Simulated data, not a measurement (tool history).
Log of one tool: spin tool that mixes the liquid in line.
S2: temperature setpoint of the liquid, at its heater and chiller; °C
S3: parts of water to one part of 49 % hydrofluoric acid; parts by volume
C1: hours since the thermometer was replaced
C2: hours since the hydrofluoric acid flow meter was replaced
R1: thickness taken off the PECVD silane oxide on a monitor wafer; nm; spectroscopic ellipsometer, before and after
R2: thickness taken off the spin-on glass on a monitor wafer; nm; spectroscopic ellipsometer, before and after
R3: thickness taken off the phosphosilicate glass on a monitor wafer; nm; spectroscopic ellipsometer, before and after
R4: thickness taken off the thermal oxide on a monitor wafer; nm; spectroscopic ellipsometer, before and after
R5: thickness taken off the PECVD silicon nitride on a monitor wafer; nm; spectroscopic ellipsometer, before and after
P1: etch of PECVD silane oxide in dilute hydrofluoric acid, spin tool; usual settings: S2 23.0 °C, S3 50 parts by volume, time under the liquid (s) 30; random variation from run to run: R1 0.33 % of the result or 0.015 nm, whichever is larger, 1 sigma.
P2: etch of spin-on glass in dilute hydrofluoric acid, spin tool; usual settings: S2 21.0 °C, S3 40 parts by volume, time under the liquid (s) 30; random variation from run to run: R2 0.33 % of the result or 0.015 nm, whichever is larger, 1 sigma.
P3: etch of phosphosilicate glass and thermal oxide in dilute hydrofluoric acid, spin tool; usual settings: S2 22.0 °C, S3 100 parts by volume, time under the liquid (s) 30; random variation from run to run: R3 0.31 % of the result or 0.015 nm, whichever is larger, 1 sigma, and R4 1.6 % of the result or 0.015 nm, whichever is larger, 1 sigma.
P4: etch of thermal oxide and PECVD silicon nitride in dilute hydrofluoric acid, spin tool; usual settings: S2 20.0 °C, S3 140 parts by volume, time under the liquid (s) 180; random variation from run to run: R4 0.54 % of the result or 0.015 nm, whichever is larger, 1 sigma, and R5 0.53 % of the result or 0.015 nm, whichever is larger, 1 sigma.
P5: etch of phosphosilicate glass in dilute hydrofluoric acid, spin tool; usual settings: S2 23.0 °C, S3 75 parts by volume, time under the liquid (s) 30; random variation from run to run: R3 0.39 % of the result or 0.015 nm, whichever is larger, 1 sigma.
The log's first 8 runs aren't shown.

{"run": 9, "day": 1.558, "process that ran": "P1", "S2": 23.0, "S3": 50, "time under the liquid (s)": 30, "C1": 896.4, "C2": 216.6, "R1": 15.078}
{"run": 10, "day": 1.717, "process that ran": "P1", "S2": 23.0, "S3": 50, "time under the liquid (s)": 15, "C1": 900.2, "C2": 220.4, "R1": 7.5161}
{"run": 11, "day": 1.896, "process that ran": "P2", "S2": 21.0, "S3": 40, "time under the liquid (s)": 60, "C1": 904.5, "C2": 224.7, "R2": 49.85}
{"run": 12, "day": 2.108, "process that ran": "P1", "S2": 28.5, "S3": 50, "time under the liquid (s)": 55, "C1": 909.6, "C2": 229.8, "R1": 34.386}
{"run": 13, "day": 2.333, "process that ran": "P2", "S2": 17.0, "S3": 40, "time under the liquid (s)": 30, "C1": 915.0, "C2": 235.2, "R2": 20.982}
{"run": 14, "day": 2.483, "process that ran": "P1", "S2": 23.0, "S3": 50, "time under the liquid (s)": 30, "C1": 918.6, "C2": 238.8, "R1": 14.988}
{"run": 15, "day": 2.662, "process that ran": "P4", "S2": 20.0, "S3": 40, "time under the liquid (s)": 180, "C1": 922.9, "C2": 243.1, "R4": 20.038, "R5": 14.182}
{"run": 16, "day": 2.85, "process that ran": "P1", "S2": 29.5, "S3": 85, "time under the liquid (s)": 30, "C1": 927.4, "C2": 247.6, "R1": 10.904}
{"run": 17, "day": 3.004, "process that ran": "P1", "S2": 23.0, "S3": 50, "time under the liquid (s)": 30, "C1": 931.1, "C2": 251.3, "R1": 14.982}
{"run": 18, "day": 3.221, "process that ran": "P1", "S2": 23.0, "S3": 50, "time under the liquid (s)": 55, "C1": 936.3, "C2": 256.5, "R1": 27.49}
{"run": 19, "day": 3.438, "process that ran": "P4", "S2": 20.0, "S3": 140, "time under the liquid (s)": 275, "C1": 941.5, "C2": 261.7, "R4": 7.7893, "R5": 6.4166}
{"run": 20, "day": 3.592, "process that ran": "P3", "S2": 22.0, "S3": 100, "time under the liquid (s)": 15, "C1": 945.2, "C2": 265.4, "R3": 27.508, "R4": 0.67344}
{"run": 21, "day": 3.708, "process that ran": "P3", "S2": 17.0, "S3": 100, "time under the liquid (s)": 30, "C1": 948.0, "C2": 268.2, "R3": 44.644, "R4": 1.0852}
{"run": 22, "day": 3.833, "process that ran": "P1", "S2": 23.0, "S3": 50, "time under the liquid (s)": 30, "C1": 951.0, "C2": 271.2, "R1": 14.994}
{"run": 23, "day": 3.962, "process that ran": "P1", "S2": 23.0, "S3": 50, "time under the liquid (s)": 30, "C1": 954.1, "C2": 274.3, "R1": 15.019}
{"run": 24, "day": 4.096, "process that ran": "P5", "S2": 23.0, "S3": 75, "time under the liquid (s)": 30, "C1": 957.3, "C2": 277.5, "R3": 78.493}
{"run": 25, "day": 4.279, "process that ran": "P4", "S2": 20.0, "S3": 140, "time under the liquid (s)": 180, "C1": 961.7, "C2": 281.9, "R4": 5.0893, "R5": 4.1867}
{"run": 26, "day": 4.442, "process that ran": "P1", "S2": 23.0, "S3": 20, "time under the liquid (s)": 30, "C1": 965.6, "C2": 285.8, "R1": 38.912}
{"run": 27, "day": 4.579, "process that ran": "P1", "S2": 17.0, "S3": 50, "time under the liquid (s)": 30, "C1": 968.9, "C2": 289.1, "R1": 11.578}
{"run": 28, "day": 4.762, "process that ran": "P1", "S2": 23.0, "S3": 75, "time under the liquid (s)": 30, "C1": 973.3, "C2": 293.5, "R1": 9.7562}
{"run": 29, "day": 4.883, "process that ran": "P4", "S2": 28.0, "S3": 140, "time under the liquid (s)": 180, "C1": 976.2, "C2": 296.4, "R4": 6.9462, "R5": 7.0752}

Run 30 comes next. What will it give?
{"run": 30, "day": 5.108, "process that ran": "P3", "S2": 22.0, "S3": 100, "time under the liquid (s)": 30, "C1": 981.6, "C2": 301.8, "R3": "?", "R4": "?"}

Run 30 gave R3 55.363 nm, R4 1.32830 nm.
